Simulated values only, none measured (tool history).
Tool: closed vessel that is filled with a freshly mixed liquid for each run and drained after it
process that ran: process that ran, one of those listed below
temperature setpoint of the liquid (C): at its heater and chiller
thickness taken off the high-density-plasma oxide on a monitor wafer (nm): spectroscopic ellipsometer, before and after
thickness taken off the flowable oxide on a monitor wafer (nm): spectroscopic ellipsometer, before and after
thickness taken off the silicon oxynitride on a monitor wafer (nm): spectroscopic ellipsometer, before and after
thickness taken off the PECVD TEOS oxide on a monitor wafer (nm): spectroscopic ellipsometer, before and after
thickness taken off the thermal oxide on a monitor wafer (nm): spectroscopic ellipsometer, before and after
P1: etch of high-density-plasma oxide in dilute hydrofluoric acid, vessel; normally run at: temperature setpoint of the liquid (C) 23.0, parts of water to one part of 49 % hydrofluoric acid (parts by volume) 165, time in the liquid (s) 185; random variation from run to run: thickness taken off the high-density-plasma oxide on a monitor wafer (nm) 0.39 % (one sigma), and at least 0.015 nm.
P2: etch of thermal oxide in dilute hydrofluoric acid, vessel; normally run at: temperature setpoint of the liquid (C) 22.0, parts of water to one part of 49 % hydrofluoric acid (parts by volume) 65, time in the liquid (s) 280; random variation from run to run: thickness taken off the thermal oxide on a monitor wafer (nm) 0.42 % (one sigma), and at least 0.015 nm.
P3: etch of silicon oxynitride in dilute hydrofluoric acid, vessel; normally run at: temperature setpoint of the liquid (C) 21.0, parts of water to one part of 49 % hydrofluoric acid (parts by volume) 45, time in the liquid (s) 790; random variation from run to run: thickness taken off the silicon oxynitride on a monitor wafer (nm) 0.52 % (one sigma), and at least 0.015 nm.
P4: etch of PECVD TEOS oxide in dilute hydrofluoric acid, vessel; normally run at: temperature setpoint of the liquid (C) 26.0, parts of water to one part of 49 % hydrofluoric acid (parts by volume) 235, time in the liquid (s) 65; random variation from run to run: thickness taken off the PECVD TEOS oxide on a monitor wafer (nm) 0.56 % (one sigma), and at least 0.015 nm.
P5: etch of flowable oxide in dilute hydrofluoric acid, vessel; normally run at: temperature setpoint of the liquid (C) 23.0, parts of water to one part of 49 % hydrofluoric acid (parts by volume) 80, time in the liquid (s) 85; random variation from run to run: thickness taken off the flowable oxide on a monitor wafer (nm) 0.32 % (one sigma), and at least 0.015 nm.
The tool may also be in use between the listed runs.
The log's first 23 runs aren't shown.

| run | day | process that ran | temperature setpoint of the liquid (C) | parts of water to one part of 49 % hydrofluoric acid (parts by volume) | time in the liquid (s) | hours since the thermometer was replaced | hours since the hydrofluoric acid flow meter was replaced | thickness taken off the high-density-plasma oxide on a monitor wafer (nm) | thickness taken off the flowable oxide on a monitor wafer (nm) | thickness taken off the silicon oxynitride on a monitor wafer (nm) | thickness taken off the PECVD TEOS oxide on a monitor wafer (nm) | thickness taken off the thermal oxide on a monitor wafer (nm) |
|---|---|---|---|---|---|---|---|---|---|---|---|---|
| 24 | 8.762 | P2 | 22.0 | 65 | 555 | 153.6 | 708.8 |  |  |  |  | 38.331 |
| 25 | 9.125 | P2 | 22.0 | 65 | 280 | 162.3 | 717.5 |  |  |  |  | 19.334 |
| 26 | 9.512 | P5 | 23.0 | 115 | 85 | 171.6 | 726.8 |  | 20.121 |  |  |  |
| 27 | 9.900 | P3 | 21.0 | 45 | 790 | 180.9 | 736.1 |  |  | 22.0430 |  |  |
| 28 | 10.304 | P1 | 23.0 | 165 | 185 | 190.6 | 745.8 | 11.5420 |  |  |  |  |
| 29 | 10.762 | P3 | 21.0 | 45 | 790 | 201.6 | 756.8 |  |  | 21.8580 |  |  |
| 30 | 11.121 | P5 | 23.0 | 80 | 85 | 210.2 | 765.4 |  | 30.285 |  |  |  |
| 31 | 11.483 | P1 | 23.0 | 165 | 185 | 218.9 | 774.1 | 11.5060 |  |  |  |  |
| 32 | 11.842 | P1 | 23.0 | 165 | 185 | 227.5 | 782.7 | 11.7840 |  |  |  |  |
| 33 | 12.233 | P1 | 23.0 | 165 | 185 | 236.9 | 792.1 | 12.0640 |  |  |  |  |
| 34 | 12.700 | P1 | 23.0 | 165 | 185 | 248.1 | 803.3 | 12.1840 |  |  |  |  |
| 35 | 13.129 | P1 | 23.0 | 165 | 185 | 258.4 | 813.6 | 12.3880 |  |  |  |  |
| 36 | 13.542 | P1 | 23.0 | 165 | 185 | 268.3 | 823.5 | 12.4470 |  |  |  |  |
| 37 | 13.821 | P1 | 23.0 | 165 | 185 | 275.0 | 830.2 | 12.5220 |  |  |  |  |
| 38 | 14.283 | P1 | 23.0 | 165 | 185 | 286.1 | 841.3 | 12.5390 |  |  |  |  |
| 39 | 14.554 | P1 | 23.0 | 165 | 185 | 292.6 | 847.8 | 12.4540 |  |  |  |  |
| 40 | 14.958 | P1 | 23.0 | 165 | 185 | 302.3 | 857.5 | 12.6040 |  |  |  |  |
| 41 | 15.346 | P1 | 23.0 | 165 | 185 | 311.6 | 866.8 | 12.5230 |  |  |  |  |

Forecast run 42:
| 42 | 15.688 | P1 | 23.0 | 165 | 185 | 319.8 | 875.0 | ? |  |  |  |  |

Run 42 gave thickness taken off the high-density-plasma oxide on a monitor wafer (nm) 12.5610.
